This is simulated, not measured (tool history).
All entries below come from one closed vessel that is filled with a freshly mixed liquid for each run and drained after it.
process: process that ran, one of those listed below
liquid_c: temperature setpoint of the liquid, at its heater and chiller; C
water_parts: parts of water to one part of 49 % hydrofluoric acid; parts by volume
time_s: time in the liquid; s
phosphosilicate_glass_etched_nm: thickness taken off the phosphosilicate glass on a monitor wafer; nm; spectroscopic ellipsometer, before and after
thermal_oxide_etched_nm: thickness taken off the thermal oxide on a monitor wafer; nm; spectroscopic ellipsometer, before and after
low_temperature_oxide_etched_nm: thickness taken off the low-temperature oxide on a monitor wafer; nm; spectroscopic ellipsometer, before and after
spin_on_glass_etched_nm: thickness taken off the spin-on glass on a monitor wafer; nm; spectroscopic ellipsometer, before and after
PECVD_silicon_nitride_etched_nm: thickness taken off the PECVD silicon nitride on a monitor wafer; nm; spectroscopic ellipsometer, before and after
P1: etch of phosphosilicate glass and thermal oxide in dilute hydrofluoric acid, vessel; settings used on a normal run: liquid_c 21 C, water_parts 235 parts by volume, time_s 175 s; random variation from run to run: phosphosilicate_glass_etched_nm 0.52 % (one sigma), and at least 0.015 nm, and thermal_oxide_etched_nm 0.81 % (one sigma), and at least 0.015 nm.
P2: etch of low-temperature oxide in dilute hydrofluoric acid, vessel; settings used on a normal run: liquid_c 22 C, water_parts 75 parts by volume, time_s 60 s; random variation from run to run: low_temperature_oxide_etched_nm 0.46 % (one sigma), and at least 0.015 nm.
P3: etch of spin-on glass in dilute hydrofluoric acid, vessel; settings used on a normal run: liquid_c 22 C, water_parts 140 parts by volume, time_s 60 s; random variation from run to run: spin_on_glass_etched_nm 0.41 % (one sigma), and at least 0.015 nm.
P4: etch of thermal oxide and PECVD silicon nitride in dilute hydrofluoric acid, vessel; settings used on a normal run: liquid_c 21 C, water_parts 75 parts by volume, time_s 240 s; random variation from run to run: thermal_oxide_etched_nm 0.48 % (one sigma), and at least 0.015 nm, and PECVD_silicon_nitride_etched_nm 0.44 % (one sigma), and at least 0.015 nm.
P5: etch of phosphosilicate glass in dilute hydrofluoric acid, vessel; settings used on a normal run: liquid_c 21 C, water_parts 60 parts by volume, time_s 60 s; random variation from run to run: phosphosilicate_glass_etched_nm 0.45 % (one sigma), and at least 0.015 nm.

run  hour  process  liquid_c  water_parts  time_s  hours since the thermometer was replaced  hours since the hydrofluoric acid flow meter was replaced  phosphosilicate_glass_etched_nm  thermal_oxide_etched_nm  low_temperature_oxide_etched_nm  spin_on_glass_etched_nm  PECVD_silicon_nitride_etched_nm
  1   4.1       P1        21          235     175                                      73.2                                                      574.2                            58.57                   2.7231
  2   7.4       P1        21          235     175                                      76.5                                                      577.5                           58.313                   2.6634
  3  10.4       P1        17          235     175                                      79.5                                                      580.5                           50.118                   2.2659
  4  12.6       P2        22           75      60                                      81.7                                                      582.7                                                                                      12.28
  5  14.9       P1        21          235     175                                        84                                                        585                             58.9                   2.6869
  6  18.1       P3        30          140      60                                      87.2                                                      588.2                                                                                                              14.275
       20  -- hydrofluoric acid flow meter replaced
  7  21.8       P1        21          235     175                                      90.9                                                        1.8                           58.535                     2.66
  8  25.6       P2        17           75      60                                      94.7                                                        5.6                                                                                     10.083
  9  27.8       P5        21           60      60                                      96.9                                                        7.8                            140.8
 10    31       P1        21          420     175                                     100.1                                                         11                           27.387                   1.2655
 11  33.1       P5      28.5           60      60                                     102.2                                                       13.1                           191.36
 12    37       P3        22          140      85                                     106.1                                                         17                                                                                                               14.87
 13  39.2       P5        21           60      60                                     108.3                                                       19.2                           141.05
 14  41.6       P1        21          235     175                                     110.7                                                       21.6                           57.924                   2.6534
 15  44.9       P3        22          200      60                                       114                                                       24.9                                                                                                              6.9207
 16    49       P1      28.5          235     175                                     118.1                                                         29                           76.539                   3.4989
 17    53       P1        21          235     175                                     122.1                                                         33                           59.178                   2.6773
 18  56.6       P3        22          140      60                                     125.7                                                       36.6                                                                                                              10.556
 19  60.7       P4        21           75     455                                     129.8                                                       40.7                                                     25.99                                                                                     27.228
 20  64.6       P2        22           75      30                                     133.7                                                       44.6                                                                                     6.2136
 21  68.2       P4        21           75     240                                     137.3                                                       48.2                                                     13.84                                                                                      14.23
 22  72.4       P1        17          150     175                                     141.5                                                       52.4                           85.082                   3.9312
 23  75.9       P5        21           90      60                                       145                                                       55.9                           89.894
 24  77.8       P1        21          235     330                                     146.9                                                       57.8                           109.56                   5.0764
 25  81.6       P4        25           75     240                                     150.7                                                       61.6                                                    16.204                                                                                     18.651
 26  83.6       P1        21          235      30                                     152.7                                                       63.6                           9.9742                  0.49241
 27  85.9       P2        22           75      60                                       155                                                       65.9                                                                                     12.189
 28  88.4       P2        22          140      60                                     157.5                                                       68.4                                                                                     6.1149
 29  91.4       P4        21          135     240                                     160.5                                                       71.4                                                    7.1298                                                                                     8.0964
 30  94.9       P5        21           60     105                                       164                                                       74.9                           246.56

What will run 31 give?
 31  97.8       P1        21          235     175                                     166.9                                                       77.8                                ?                        ?

Run 31 measured phosphosilicate_glass_etched_nm 58.106 nm, thermal_oxide_etched_nm 2.6988 nm.
